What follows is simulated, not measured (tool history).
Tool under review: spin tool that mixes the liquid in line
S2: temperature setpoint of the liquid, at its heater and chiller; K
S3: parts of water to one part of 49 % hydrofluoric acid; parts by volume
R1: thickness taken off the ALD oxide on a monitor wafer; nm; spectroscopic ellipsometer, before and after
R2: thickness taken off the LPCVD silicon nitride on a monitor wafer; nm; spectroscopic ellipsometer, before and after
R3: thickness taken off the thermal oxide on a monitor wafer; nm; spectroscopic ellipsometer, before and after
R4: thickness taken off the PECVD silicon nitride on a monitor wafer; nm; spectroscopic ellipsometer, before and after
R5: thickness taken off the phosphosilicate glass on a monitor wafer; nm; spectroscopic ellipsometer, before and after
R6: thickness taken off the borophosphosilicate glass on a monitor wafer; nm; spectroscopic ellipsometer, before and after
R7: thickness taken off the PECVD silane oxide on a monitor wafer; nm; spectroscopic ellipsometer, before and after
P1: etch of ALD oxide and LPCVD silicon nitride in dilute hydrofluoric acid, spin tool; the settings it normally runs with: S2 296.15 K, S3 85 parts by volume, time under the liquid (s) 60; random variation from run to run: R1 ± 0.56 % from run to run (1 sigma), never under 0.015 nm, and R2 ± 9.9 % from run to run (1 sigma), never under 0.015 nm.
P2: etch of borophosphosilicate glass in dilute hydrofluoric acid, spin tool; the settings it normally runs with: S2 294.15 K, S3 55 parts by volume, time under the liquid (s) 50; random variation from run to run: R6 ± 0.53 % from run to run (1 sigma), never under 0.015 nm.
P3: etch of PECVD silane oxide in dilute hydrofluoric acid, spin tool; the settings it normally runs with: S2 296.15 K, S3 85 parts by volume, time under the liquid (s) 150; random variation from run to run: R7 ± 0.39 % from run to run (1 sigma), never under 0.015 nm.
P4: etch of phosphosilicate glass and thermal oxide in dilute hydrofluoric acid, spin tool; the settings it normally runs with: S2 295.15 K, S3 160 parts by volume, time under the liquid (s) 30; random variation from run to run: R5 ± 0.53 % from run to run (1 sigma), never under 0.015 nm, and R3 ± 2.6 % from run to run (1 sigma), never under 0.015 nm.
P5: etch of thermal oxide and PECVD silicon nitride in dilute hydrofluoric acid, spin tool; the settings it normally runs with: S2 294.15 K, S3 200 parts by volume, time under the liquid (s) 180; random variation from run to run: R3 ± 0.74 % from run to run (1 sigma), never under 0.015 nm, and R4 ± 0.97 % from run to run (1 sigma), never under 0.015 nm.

run 1 day=0.562 | process_that_ran=P1 S2=296.15 S3=85 time_under_the_liquid_(s)=60 | R1=11.0820 R2=0.256050
run 2 day=1.058 | process_that_ran=P1 S2=291.15 S3=85 time_under_the_liquid_(s)=60 | R1=9.0097 R2=0.214070
run 3 day=1.512 | process_that_ran=P5 S2=294.15 S3=275 time_under_the_liquid_(s)=180 | R3=2.13680 R4=1.9326
run 4 day=1.967 | process_that_ran=P4 S2=295.15 S3=160 time_under_the_liquid_(s)=50 | R3=1.28860 R5=18.3650
run 5 day=2.496 | process_that_ran=P2 S2=294.15 S3=20 time_under_the_liquid_(s)=50 | R6=132.030
run 6 day=3.025 | process_that_ran=P1 S2=296.15 S3=85 time_under_the_liquid_(s)=60 | R1=11.1940 R2=0.308070
run 7 day=3.554 | process_that_ran=P5 S2=294.15 S3=200 time_under_the_liquid_(s)=325 | R3=5.83400 R4=4.6846
run 8 day=4.021 | process_that_ran=P1 S2=296.15 S3=120 time_under_the_liquid_(s)=100 | R1=12.4570 R2=0.327290
run 9 day=4.329 | process_that_ran=P1 S2=296.15 S3=140 time_under_the_liquid_(s)=60 | R1=6.2835 R2=0.186400
run 10 day=4.717 | process_that_ran=P1 S2=296.15 S3=85 time_under_the_liquid_(s)=60 | R1=11.0240 R2=0.308980
run 11 day=5.025 | process_that_ran=P3 S2=296.15 S3=40 time_under_the_liquid_(s)=150 | R7=84.5190
run 12 day=5.454 | process_that_ran=P1 S2=296.15 S3=85 time_under_the_liquid_(s)=60 | R1=11.0600 R2=0.325770
run 13 day=5.842 | process_that_ran=P5 S2=294.15 S3=200 time_under_the_liquid_(s)=180 | R3=3.16420 R4=2.6188
run 14 day=6.283 | process_that_ran=P1 S2=296.15 S3=85 time_under_the_liquid_(s)=100 | R1=18.4190 R2=0.508930
run 15 day=6.800 | process_that_ran=P2 S2=294.15 S3=55 time_under_the_liquid_(s)=50 | R6=46.443
run 16 day=7.204 | process_that_ran=P1 S2=296.15 S3=120 time_under_the_liquid_(s)=95 | R1=11.9180 R2=0.346050
run 17 day=7.792 | process_that_ran=P3 S2=296.15 S3=85 time_under_the_liquid_(s)=15 | R7=3.7459
run 18 day=8.279 | process_that_ran=P1 S2=296.15 S3=85 time_under_the_liquid_(s)=15 | R1=2.7901 R2=0.067537
run 19 day=8.688 | process_that_ran=P3 S2=296.15 S3=85 time_under_the_liquid_(s)=150 | R7=37.2460
run 20 day=8.988 | process_that_ran=P2 S2=294.15 S3=55 time_under_the_liquid_(s)=50 | R6=46.440
run 21 day=9.417 | process_that_ran=P4 S2=290.15 S3=160 time_under_the_liquid_(s)=30 | R3=0.62512 R5=9.0376
run 22 day=9.738 | process_that_ran=P1 S2=296.15 S3=85 time_under_the_liquid_(s)=60 | R1=11.0640 R2=0.319410
run 23 day=10.171 | process_that_ran=P4 S2=295.15 S3=160 time_under_the_liquid_(s)=30 | R3=0.82866 R5=10.9940
run 24 day=10.788 | process_that_ran=P1 S2=296.15 S3=30 time_under_the_liquid_(s)=60 | R1=33.3770 R2=1.023800
run 25 day=11.417 | process_that_ran=P2 S2=290.15 S3=55 time_under_the_liquid_(s)=50 | R6=39.038
run 26 day=11.721 | process_that_ran=P4 S2=295.15 S3=85 time_under_the_liquid_(s)=30 | R3=1.55450 R5=22.5040
run 27 day=12.283 | process_that_ran=P5 S2=299.65 S3=200 time_under_the_liquid_(s)=180 | R3=3.87610 R4=3.6867
run 28 day=12.967 | process_that_ran=P3 S2=303.15 S3=85 time_under_the_liquid_(s)=150 | R7=49.4090
run 29 day=13.358 | process_that_ran=P5 S2=294.15 S3=200 time_under_the_liquid_(s)=180 | R3=3.16540 R4=2.5683
run 30 day=13.892 | process_that_ran=P3 S2=296.15 S3=85 time_under_the_liquid_(s)=150 | R7=37.6090
run 31 day=14.467 | process_that_ran=P2 S2=294.15 S3=55 time_under_the_liquid_(s)=15 | R6=13.945
run 32 day=14.825 | process_that_ran=P1 S2=303.65 S3=85 time_under_the_liquid_(s)=60 | R1=14.7840 R2=0.582950
run 33 day=15.271 | process_that_ran=P1 S2=296.15 S3=145 time_under_the_liquid_(s)=85 | R1=8.5563 R2=0.290870
run 34 day=15.754 | process_that_ran=P1 S2=296.15 S3=85 time_under_the_liquid_(s)=60 | R1=11.0340 R2=0.293260
run 35 day=16.392 | process_that_ran=P1 S2=296.15 S3=85 time_under_the_liquid_(s)=60 | R1=11.3190 R2=0.308390
run 36 day=16.942 | process_that_ran=P1 S2=296.15 S3=85 time_under_the_liquid_(s)=60 | R1=11.4930 R2=0.280560
run 37 day=17.592 | process_that_ran=P1 S2=296.15 S3=85 time_under_the_liquid_(s)=60 | R1=11.5870 R2=0.321950
run 38 day=18.042 | process_that_ran=P1 S2=296.15 S3=85 time_under_the_liquid_(s)=60 | R1=11.6690 R2=0.246220
run 39 day=18.383 | process_that_ran=P1 S2=296.15 S3=85 time_under_the_liquid_(s)=60 | R1=11.6150 R2=0.324460
run 40 day=18.933 | process_that_ran=P1 S2=296.15 S3=85 time_under_the_liquid_(s)=60 | R1=11.6770 R2=0.326310
run 41 day=19.438 | process_that_ran=P1 S2=296.15 S3=85 time_under_the_liquid_(s)=60 | R1=11.7010 R2=0.268410
run 42 day=19.971 | process_that_ran=P1 S2=296.15 S3=85 time_under_the_liquid_(s)=60 | R1=11.7250 R2=0.266400
run 43 day=20.279 | process_that_ran=P1 S2=296.15 S3=85 time_under_the_liquid_(s)=60 | R1=11.6950 R2=0.321230
run 44 day=20.654 | process_that_ran=P1 S2=296.15 S3=85 time_under_the_liquid_(s)=60 | R1=11.8280 R2=0.291920

Something has made what P1 gives creep away from where it was; the 2 causes below, each at its own stated size, fit the log equally well:
A: liquid hotter than its thermometer reads (K) = 1.41
B: hydrofluoric acid flow above the setpoint (%) = 5.27
Onset of the creep was near day 15.754.

Which of the check runs below tells the causes apart, meaning the causes would give it clearly different results? Each run uses 5 wafers whose results are averaged, and each result is shown as a question mark.
run check 1 day=21.029 | process_that_ran=P2 S2=294.15 S3=55 time_under_the_liquid_(s)=25 | R6=?
run check 2 day=21.029 | process_that_ran=P4 S2=290.15 S3=100 time_under_the_liquid_(s)=30 | R3=? R5=?
run check 3 day=21.029 | process_that_ran=P5 S2=298.65 S3=200 time_under_the_liquid_(s)=180 | R3=? R4=?
run check 4 day=21.029 | process_that_ran=P3 S2=296.15 S3=60 time_under_the_liquid_(s)=150 | R7=?

Outcome of each check run for each possible cause:
check=check_1 result=R6 if_A=24.530 if_B=24.427
check=check_2 result=R3 if_A=1.15650 if_B=1.15360
check=check_2 result=R5 if_A=16.2860 if_B=16.2450
check=check_3 result=R3 if_A=3.96440 if_B=4.01100
check=check_3 result=R4 if_A=3.7854 if_B=3.6510
check=check_4 result=R7 if_A=58.0600 if_B=57.9110
Per-check spread between the two closest causes, in the result where they differ most: check 1 0.42 %; check 2 0.25 %; check 3 3.62 %; check 4 0.26 %
Check 3 tells the causes apart: in the others they would give nearly the same result.

Running check 3 produced the following: R3 4.01810 nm; R4 3.6412 nm. Which one of the listed causes fits?

The cause is B: hydrofluoric acid flow above the setpoint (%).
